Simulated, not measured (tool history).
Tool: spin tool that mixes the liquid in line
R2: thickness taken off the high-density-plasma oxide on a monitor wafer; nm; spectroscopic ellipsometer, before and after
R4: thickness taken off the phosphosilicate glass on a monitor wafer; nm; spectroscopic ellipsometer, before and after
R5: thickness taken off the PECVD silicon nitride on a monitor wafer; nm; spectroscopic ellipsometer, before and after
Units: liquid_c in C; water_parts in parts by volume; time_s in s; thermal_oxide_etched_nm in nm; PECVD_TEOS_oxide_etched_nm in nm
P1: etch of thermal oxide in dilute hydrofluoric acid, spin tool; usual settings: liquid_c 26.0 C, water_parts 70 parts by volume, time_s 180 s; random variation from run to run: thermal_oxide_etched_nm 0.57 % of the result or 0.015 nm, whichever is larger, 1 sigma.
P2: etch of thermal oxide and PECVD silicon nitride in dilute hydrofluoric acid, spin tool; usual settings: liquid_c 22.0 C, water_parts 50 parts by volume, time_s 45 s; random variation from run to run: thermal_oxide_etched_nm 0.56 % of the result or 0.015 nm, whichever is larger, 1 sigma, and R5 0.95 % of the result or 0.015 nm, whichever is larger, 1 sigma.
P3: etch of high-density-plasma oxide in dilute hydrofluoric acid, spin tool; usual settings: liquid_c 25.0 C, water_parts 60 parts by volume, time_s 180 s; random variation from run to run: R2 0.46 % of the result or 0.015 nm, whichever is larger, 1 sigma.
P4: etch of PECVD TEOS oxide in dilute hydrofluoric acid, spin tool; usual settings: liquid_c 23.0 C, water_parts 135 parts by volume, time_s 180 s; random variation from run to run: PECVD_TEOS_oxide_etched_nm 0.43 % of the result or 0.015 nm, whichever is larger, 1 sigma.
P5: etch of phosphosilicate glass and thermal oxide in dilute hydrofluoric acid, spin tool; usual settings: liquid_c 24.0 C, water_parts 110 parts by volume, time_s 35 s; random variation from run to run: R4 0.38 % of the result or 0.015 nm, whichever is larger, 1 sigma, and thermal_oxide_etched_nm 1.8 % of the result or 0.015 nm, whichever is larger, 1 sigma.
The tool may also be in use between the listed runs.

Run 1, hour 3.6: process P1, liquid_c 26.0 C, water_parts 70 parts by volume, time_s 180 s. Result: thermal_oxide_etched_nm 13.79500 nm.
Run 2, hour 10.0: process P3, liquid_c 25.0 C, water_parts 60 parts by volume, time_s 180 s. Result: R2 16.904 nm.
Run 3, hour 15.8: process P1, liquid_c 26.0 C, water_parts 20 parts by volume, time_s 180 s. Result: thermal_oxide_etched_nm 51.40800 nm.
Run 4, hour 21.2: process P1, liquid_c 26.0 C, water_parts 70 parts by volume, time_s 180 s. Result: thermal_oxide_etched_nm 13.72900 nm.
Run 5, hour 24.3: process P1, liquid_c 20.5 C, water_parts 70 parts by volume, time_s 295 s. Result: thermal_oxide_etched_nm 18.08600 nm.
Run 6, hour 30.2: process P4, liquid_c 23.0 C, water_parts 35 parts by volume, time_s 180 s. Result: PECVD_TEOS_oxide_etched_nm 57.118 nm.
Run 7, hour 33.7: process P3, liquid_c 25.0 C, water_parts 30 parts by volume, time_s 180 s. Result: R2 35.342 nm.
Run 8, hour 39.8: process P3, liquid_c 18.0 C, water_parts 60 parts by volume, time_s 180 s. Result: R2 12.582 nm.
Run 9, hour 43.8: process P5, liquid_c 24.0 C, water_parts 110 parts by volume, time_s 35 s. Result: thermal_oxide_etched_nm 1.48820 nm, R4 21.425 nm.
Run 10, hour 47.4: process P2, liquid_c 22.0 C, water_parts 50 parts by volume, time_s 70 s. Result: thermal_oxide_etched_nm 6.40690 nm, R5 4.2471 nm.
Run 11, hour 51.9: process P1, liquid_c 26.0 C, water_parts 70 parts by volume, time_s 340 s. Result: thermal_oxide_etched_nm 25.82500 nm.
Run 12, hour 57.7: process P2, liquid_c 27.0 C, water_parts 50 parts by volume, time_s 45 s. Result: thermal_oxide_etched_nm 5.01700 nm, R5 3.6746 nm.
Run 13, hour 62.4: process P4, liquid_c 18.0 C, water_parts 135 parts by volume, time_s 180 s. Result: PECVD_TEOS_oxide_etched_nm 10.754 nm.
Run 14, hour 68.1: process P1, liquid_c 20.0 C, water_parts 70 parts by volume, time_s 180 s. Result: thermal_oxide_etched_nm 10.82300 nm.
Run 15, hour 74.7: process P1, liquid_c 26.0 C, water_parts 70 parts by volume, time_s 180 s. Result: thermal_oxide_etched_nm 13.81200 nm.
Run 16, hour 77.7: process P2, liquid_c 22.0 C, water_parts 50 parts by volume, time_s 45 s. Result: thermal_oxide_etched_nm 4.10670 nm, R5 2.6708 nm.
Run 17, hour 83.2: process P5, liquid_c 24.0 C, water_parts 175 parts by volume, time_s 35 s. Result: thermal_oxide_etched_nm 0.87848 nm, R4 12.531 nm.
Run 18, hour 87.3: process P4, liquid_c 23.0 C, water_parts 135 parts by volume, time_s 315 s. Result: PECVD_TEOS_oxide_etched_nm 22.837 nm.
Run 19, hour 91.8: process P2, liquid_c 22.0 C, water_parts 80 parts by volume, time_s 45 s. Result: thermal_oxide_etched_nm 2.45300 nm, R5 1.7008 nm.
Run 20, hour 95.1: process P2, liquid_c 22.0 C, water_parts 50 parts by volume, time_s 45 s. Result: thermal_oxide_etched_nm 4.11900 nm, R5 2.6340 nm.
Run 21, hour 101.1: process P1, liquid_c 31.0 C, water_parts 70 parts by volume, time_s 325 s. Result: thermal_oxide_etched_nm 30.18200 nm.
Run 22, hour 107.8: process P1, liquid_c 33.5 C, water_parts 70 parts by volume, time_s 180 s. Result: thermal_oxide_etched_nm 18.25500 nm.
Run 23, hour 114.3: process P5, liquid_c 19.0 C, water_parts 110 parts by volume, time_s 35 s. Result: thermal_oxide_etched_nm 1.24140 nm, R4 17.590 nm.
Run 24, hour 118.9: process P1, liquid_c 26.0 C, water_parts 70 parts by volume, time_s 180 s. Result: thermal_oxide_etched_nm 13.81600 nm.
Run 25, hour 122.6: process P3, liquid_c 25.0 C, water_parts 60 parts by volume, time_s 295 s. Result: R2 27.739 nm.
Run 26, hour 126.4: process P4, liquid_c 23.0 C, water_parts 135 parts by volume, time_s 180 s. Result: PECVD_TEOS_oxide_etched_nm 13.049 nm.
Run 27, hour 131.2: process P1, liquid_c 26.0 C, water_parts 130 parts by volume, time_s 180 s. Result: thermal_oxide_etched_nm 6.84960 nm.
Run 28, hour 134.2: process P4, liquid_c 23.0 C, water_parts 135 parts by volume, time_s 180 s. Result: PECVD_TEOS_oxide_etched_nm 13.030 nm.
Run 29, hour 139.5: process P5, liquid_c 24.0 C, water_parts 110 parts by volume, time_s 60 s. Result: thermal_oxide_etched_nm 2.49140 nm, R4 36.805 nm.
Run 30, hour 142.9: process P1, liquid_c 26.0 C, water_parts 70 parts by volume, time_s 15 s. Result: thermal_oxide_etched_nm 1.14360 nm.
Run 31, hour 147.5: process P1, liquid_c 26.0 C, water_parts 70 parts by volume, time_s 180 s. Result: thermal_oxide_etched_nm 13.84000 nm.
Run 32, hour 153.4: process P1, liquid_c 26.0 C, water_parts 70 parts by volume, time_s 180 s. Result: thermal_oxide_etched_nm 13.02100 nm.
Run 33, hour 157.3: process P1, liquid_c 26.0 C, water_parts 70 parts by volume, time_s 180 s. Result: thermal_oxide_etched_nm 12.91100 nm.
Run 34, hour 161.4: process P1, liquid_c 26.0 C, water_parts 70 parts by volume, time_s 180 s. Result: thermal_oxide_etched_nm 12.80600 nm.
Run 35, hour 166.5: process P1, liquid_c 26.0 C, water_parts 70 parts by volume, time_s 180 s. Result: thermal_oxide_etched_nm 12.78700 nm.
Run 36, hour 170.1: process P1, liquid_c 26.0 C, water_parts 70 parts by volume, time_s 180 s. Result: thermal_oxide_etched_nm 12.71000 nm.
Run 37, hour 176.1: process P1, liquid_c 26.0 C, water_parts 70 parts by volume, time_s 180 s. Result: thermal_oxide_etched_nm 12.61400 nm.

What P1 gives has crept away from where it was. These 2 causes fit the log equally well, each at the size given:
A: hydrofluoric acid flow below the setpoint (%) = 7.19
B: liquid colder than its thermometer reads (K) = 2.04
The creep began at about hour 147.5.

4 check runs are offered, each on 2 wafers whose results are averaged, their results left as question marks. Which one tells the causes apart?
Run check 1, hour 182.1: process P4, liquid_c 23.0 C, water_parts 135 parts by volume, time_s 180 s. Result: PECVD_TEOS_oxide_etched_nm ?.
Run check 2, hour 182.1: process P2, liquid_c 22.0 C, water_parts 50 parts by volume, time_s 45 s. Result: thermal_oxide_etched_nm ?, R5 ?.
Run check 3, hour 182.1: process P5, liquid_c 24.0 C, water_parts 110 parts by volume, time_s 35 s. Result: thermal_oxide_etched_nm ?, R4 ?.
Run check 4, hour 182.1: process P3, liquid_c 25.0 C, water_parts 60 parts by volume, time_s 180 s. Result: R2 ?.

What each check would give under each cause:
  check                      result     if A     if B
check 1  PECVD_TEOS_oxide_etched_nm   12.027   12.100
check 2     thermal_oxide_etched_nm  3.78640  3.76170
check 2                          R5   2.5041   2.3396
check 3     thermal_oxide_etched_nm  1.39490  1.40020
check 3                          R4   19.676   19.752
check 4                          R2   15.566   15.528
How far apart the two closest causes lie, in the result that separates them most: check 1 0.61 %; check 2 6.79 %; check 3 0.38 %; check 4 0.25 %
Only check 2 tells the causes apart: in the others they would give nearly the same result.

Then check 2 was run and gave: thermal_oxide_etched_nm 3.75450 nm; R5 2.5183 nm. Which cause is it?

It is A: hydrofluoric acid flow below the setpoint (%).
